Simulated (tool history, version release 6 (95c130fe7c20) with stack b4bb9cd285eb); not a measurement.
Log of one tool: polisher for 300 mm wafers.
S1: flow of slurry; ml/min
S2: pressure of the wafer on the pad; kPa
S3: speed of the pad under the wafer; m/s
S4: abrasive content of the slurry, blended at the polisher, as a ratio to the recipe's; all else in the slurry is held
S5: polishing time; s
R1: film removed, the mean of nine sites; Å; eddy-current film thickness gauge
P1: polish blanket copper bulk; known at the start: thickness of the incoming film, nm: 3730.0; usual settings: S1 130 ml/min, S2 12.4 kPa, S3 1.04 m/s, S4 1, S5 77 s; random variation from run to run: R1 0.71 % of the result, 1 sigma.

run	day	S1	S2	S3	S4	S5	R1
1	0.154	130	12.4	1.04	1	77	5228
2	0.321	130	6.9	1.04	1	77	2910.2
3	0.504	130	12.4	1.04	1	77	5261
4	0.688	130	12.4	1.04	1	119	8081
5	0.9	130	12.4	1.04	0.6	77	4725.5
6	1.05	130	12.4	1.04	1.35	77	5663.6
7	1.262	130	16.5	1.04	1	77	7039.8
8	1.471	130	12.4	1.04	1	77	5280.3
9	1.667	130	12.4	0.46	1	77	2372.8
10	2	130	12.4	1.04	1	35	2398.6
11	2.188	80	12.4	1.04	1	77	4639.9
# day 2.208: slurry blender recalibrated
12	2.45	185	12.4	1.04	1	77	5559.6
# day 2.462: slurry nozzle cleaned
13	2.654	130	12.4	1.5	1	77	7601.9
14	2.904	130	9.7	1.04	1	113	5986
15	3.212	175	17.9	1.04	1	77	7928.5
16	3.488	130	12.4	1.04	1	77	5271.6
17	3.792	130	12.4	1.04	1	77	5261.9
18	3.971	190	12.4	1.04	1.3	77	5925.1
19	4.246	130	12.4	1.04	1	77	5278.8
20	4.529	130	12.4	1.04	1	77	5111.1
21	4.738	130	12.4	1.04	1	77	4999.3
22	4.9	130	12.4	1.04	1	77	4914.4
23	5.138	130	12.4	1.04	1	77	4825
# day 5.221: worn pad replaced by a new one
24	5.425	130	12.4	1.04	1	77	4787.3
# day 5.558: slurry blender recalibrated
25	5.738	130	12.4	1.04	1	77	4724.7
26	5.9	130	12.4	1.04	1	77	4709.2
27	6.179	130	12.4	1.04	1	77	4696
28	6.45	130	12.4	1.04	1	77	4708.8
29	6.646	130	12.4	1.04	1	77	4606.3

What P1 gives has crept away from where it was. These 2 causes fit the log equally well, each at the size given:
A: head's pressure below its setpoint, % = 11.1
B: slurry flow missing at the pad, % = 38.1
The creep began at about day 4.246.
Why every other cause is out:
removal rate lost through wear of the pad, %: serviced at day 5.221, which brought nothing back
abrasive missing from the slurry, %: serviced at day 5.558, which brought nothing back

4 check runs are offered, one wafer each, their results left as question marks. Which one tells the causes apart?
check 1	6.842	130	12.4	1.42	1	103	?
check 2	6.842	130	6.9	0.48	1	77	?
check 3	6.842	130	16.5	1.04	1	116	?
check 4	6.842	85	6.9	1.04	1	77	?

What each check would give under each cause:
check	result	if A	if B
check 1	R1	8557.1	8560.9
check 2	R1	1201.3	1201.9
check 3	R1	9410.9	9415.1
check 4	R1	2352.3	2235.9
How far apart the two closest causes lie, in the result that separates them most: check 1 0.04 %; check 2 0.04 %; check 3 0.04 %; check 4 5.08 %
Only check 4 tells the causes apart: in the others they would give nearly the same result.

Then check 4 was run and gave: R1 2228.1 Å. Which cause is it?

It is B: slurry flow missing at the pad, %.

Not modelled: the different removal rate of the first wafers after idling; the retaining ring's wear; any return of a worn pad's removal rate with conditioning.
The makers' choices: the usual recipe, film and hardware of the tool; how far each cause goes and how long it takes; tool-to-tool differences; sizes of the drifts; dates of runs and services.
